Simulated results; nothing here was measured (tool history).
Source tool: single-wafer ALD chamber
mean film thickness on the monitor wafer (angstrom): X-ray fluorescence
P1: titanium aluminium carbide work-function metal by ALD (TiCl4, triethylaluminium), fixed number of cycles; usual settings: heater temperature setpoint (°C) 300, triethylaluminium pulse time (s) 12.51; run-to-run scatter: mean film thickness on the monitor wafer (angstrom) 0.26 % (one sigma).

run,hour,heater temperature setpoint (°C),triethylaluminium pulse time (s),mean film thickness on the monitor wafer (angstrom)
1,8.1,300,12.51,20.609
2,15.5,300,12.51,20.724
3,22.9,275,12.51,18.494
4,30.6,300,12.51,20.647
5,39.1,300,12.51,20.671
6,45.1,300,6.57,18.816
7,51.4,300,16.62,20.819
8,56.2,316,5.06,18.45
9,60.3,322,12.51,22.722
10,65.6,300,12.51,20.692
11,72.4,323,19.24,22.989
12,78.9,317,7.7,20.895
13,82.8,300,12.51,20.642
14,87.8,300,12.51,20.6
15,91.8,300,12.51,20.519
16,100,300,12.51,20.422
17,108.4,300,12.51,20.243
18,115.6,300,12.51,20.301
19,121.2,300,12.51,20.189
20,127.9,300,12.51,20.142
21,133.7,300,12.51,20.223
22,137.9,300,12.51,20.184
23,143.3,300,12.51,20.238

What P1 gives has crept away from where it was. These 2 causes fit the log equally well, each at the size given:
A: triethylaluminium dose below that of a fresh bottle (%) = 22.9
B: wafer temperature below the value expected at the setpoint (K) = 5.26
The drift started at roughly hour 82.8.

Question marks stand in for the results of the 4 check runs listed below, each run on one wafer. Under which run would the listed causes show clearly different results?
check 1,148.7,289,6.92,?
check 2,148.7,314,12.51,?
check 3,148.7,276,12.51,?
check 4,148.7,321,12.51,?

Predicted outcomes, by check and by cause:
check,result,if A,if B
check 1,mean film thickness on the monitor wafer (angstrom),16.785,17.69
check 2,mean film thickness on the monitor wafer (angstrom),21.434,21.459
check 3,mean film thickness on the monitor wafer (angstrom),18.116,18.079
check 4,mean film thickness on the monitor wafer (angstrom),22.057,22.094
How far apart the two closest causes lie, in the result that separates them most: check 1 5.25 %; check 2 0.12 %; check 3 0.2 %; check 4 0.17 %
Of the check runs offered, only check 1 discriminates between the causes; the rest would read about the same regardless of which cause applies.

Here is what check 1 returned: mean film thickness on the monitor wafer (angstrom) 16.815. Which cause is it?

It was cause A: triethylaluminium dose below that of a fresh bottle (%).
